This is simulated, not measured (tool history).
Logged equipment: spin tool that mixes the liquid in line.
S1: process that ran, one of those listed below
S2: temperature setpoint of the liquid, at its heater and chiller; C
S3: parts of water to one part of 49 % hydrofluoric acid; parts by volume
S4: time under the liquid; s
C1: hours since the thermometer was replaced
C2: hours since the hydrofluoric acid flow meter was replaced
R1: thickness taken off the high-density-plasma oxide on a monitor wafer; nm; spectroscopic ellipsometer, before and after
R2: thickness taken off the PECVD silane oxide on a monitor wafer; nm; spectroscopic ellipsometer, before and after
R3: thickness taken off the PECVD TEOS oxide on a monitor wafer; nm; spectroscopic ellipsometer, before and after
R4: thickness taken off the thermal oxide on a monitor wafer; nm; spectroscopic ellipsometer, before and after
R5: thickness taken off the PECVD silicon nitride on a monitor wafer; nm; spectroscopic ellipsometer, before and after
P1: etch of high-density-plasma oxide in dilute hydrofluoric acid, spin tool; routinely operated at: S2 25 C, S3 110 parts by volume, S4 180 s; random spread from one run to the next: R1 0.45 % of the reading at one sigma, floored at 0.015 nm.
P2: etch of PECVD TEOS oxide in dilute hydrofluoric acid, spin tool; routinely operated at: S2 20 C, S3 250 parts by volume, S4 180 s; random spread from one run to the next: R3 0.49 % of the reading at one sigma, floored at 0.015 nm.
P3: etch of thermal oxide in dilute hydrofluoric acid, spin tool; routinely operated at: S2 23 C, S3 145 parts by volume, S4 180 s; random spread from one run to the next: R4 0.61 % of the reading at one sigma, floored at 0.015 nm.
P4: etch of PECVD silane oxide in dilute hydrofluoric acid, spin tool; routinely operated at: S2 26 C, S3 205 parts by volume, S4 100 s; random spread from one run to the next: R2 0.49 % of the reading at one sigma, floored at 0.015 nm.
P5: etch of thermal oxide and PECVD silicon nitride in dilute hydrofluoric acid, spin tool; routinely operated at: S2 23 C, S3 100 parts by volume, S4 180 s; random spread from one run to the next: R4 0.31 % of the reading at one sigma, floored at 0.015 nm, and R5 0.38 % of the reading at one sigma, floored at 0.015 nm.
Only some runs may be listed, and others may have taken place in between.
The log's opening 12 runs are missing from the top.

{"run": 13, "hour": 113.7, "S1": "P1", "S2": 25, "S3": 110, "S4": 275, "C1": 992.2, "C2": 1085, "R1": 12.747}
{"run": 14, "hour": 120.7, "S1": "P3", "S2": 23, "S3": 145, "S4": 180, "C1": 999.2, "C2": 1092, "R4": 5.5654}
{"run": 15, "hour": 133.2, "S1": "P2", "S2": 20, "S3": 250, "S4": 180, "C1": 1011.7, "C2": 1104.5, "R3": 7.0205}
{"run": 16, "hour": 144.7, "S1": "P3", "S2": 29.5, "S3": 145, "S4": 180, "C1": 1023.2, "C2": 1116, "R4": 7.1177}
{"run": 17, "hour": 157.5, "S1": "P1", "S2": 25, "S3": 110, "S4": 180, "C1": 1036, "C2": 1128.8, "R1": 8.4336}
{"run": 18, "hour": 163.6, "S1": "P3", "S2": 23, "S3": 145, "S4": 180, "C1": 1042.1, "C2": 1134.9, "R4": 5.5765}
{"run": 19, "hour": 171.0, "S1": "P1", "S2": 25, "S3": 30, "S4": 280, "C1": 1049.5, "C2": 1142.3, "R1": 52.957}
{"hour": 177.3, "done": "hydrofluoric acid flow meter replaced"}
{"run": 20, "hour": 180.8, "S1": "P5", "S2": 17, "S3": 100, "S4": 180, "C1": 1059.3, "C2": 3.5, "R4": 6.2542, "R5": 6.2512}
{"hour": 187.2, "done": "thermometer replaced"}
{"run": 21, "hour": 193.8, "S1": "P5", "S2": 23, "S3": 100, "S4": 180, "C1": 6.7, "C2": 16.5, "R4": 7.9534, "R5": 9.3938}
{"run": 22, "hour": 200.7, "S1": "P1", "S2": 20, "S3": 180, "S4": 180, "C1": 13.6, "C2": 23.4, "R1": 3.9061}
{"run": 23, "hour": 208.7, "S1": "P1", "S2": 25, "S3": 110, "S4": 95, "C1": 21.6, "C2": 31.4, "R1": 4.3875}
{"run": 24, "hour": 219.9, "S1": "P5", "S2": 23, "S3": 100, "S4": 285, "C1": 32.8, "C2": 42.6, "R4": 12.697, "R5": 15.019}
{"run": 25, "hour": 228.2, "S1": "P1", "S2": 30.5, "S3": 110, "S4": 180, "C1": 41.1, "C2": 50.9, "R1": 10.254}
{"run": 26, "hour": 234.9, "S1": "P2", "S2": 20, "S3": 95, "S4": 180, "C1": 47.8, "C2": 57.6, "R3": 21.618}
{"run": 27, "hour": 243.4, "S1": "P3", "S2": 23, "S3": 250, "S4": 180, "C1": 56.3, "C2": 66.1, "R4": 2.8892}
{"run": 28, "hour": 253.6, "S1": "P1", "S2": 25, "S3": 110, "S4": 180, "C1": 66.5, "C2": 76.3, "R1": 8.3743}
{"run": 29, "hour": 265.5, "S1": "P5", "S2": 23, "S3": 55, "S4": 180, "C1": 78.4, "C2": 88.2, "R4": 15.399, "R5": 16.94}
{"run": 30, "hour": 272.8, "S1": "P3", "S2": 23, "S3": 145, "S4": 290, "C1": 85.7, "C2": 95.5, "R4": 8.9932}
{"run": 31, "hour": 283.1, "S1": "P1", "S2": 25, "S3": 195, "S4": 180, "C1": 96, "C2": 105.8, "R1": 4.254}
{"run": 32, "hour": 289.0, "S1": "P1", "S2": 25, "S3": 110, "S4": 180, "C1": 101.9, "C2": 111.7, "R1": 8.4157}

What does the tool deliver on the next run?
{"run": 33, "hour": 300.9, "S1": "P1", "S2": 25, "S3": 110, "S4": 180, "C1": 113.8, "C2": 123.6, "R1": "?"}

{"run 33": {"R1": 8.4694}}

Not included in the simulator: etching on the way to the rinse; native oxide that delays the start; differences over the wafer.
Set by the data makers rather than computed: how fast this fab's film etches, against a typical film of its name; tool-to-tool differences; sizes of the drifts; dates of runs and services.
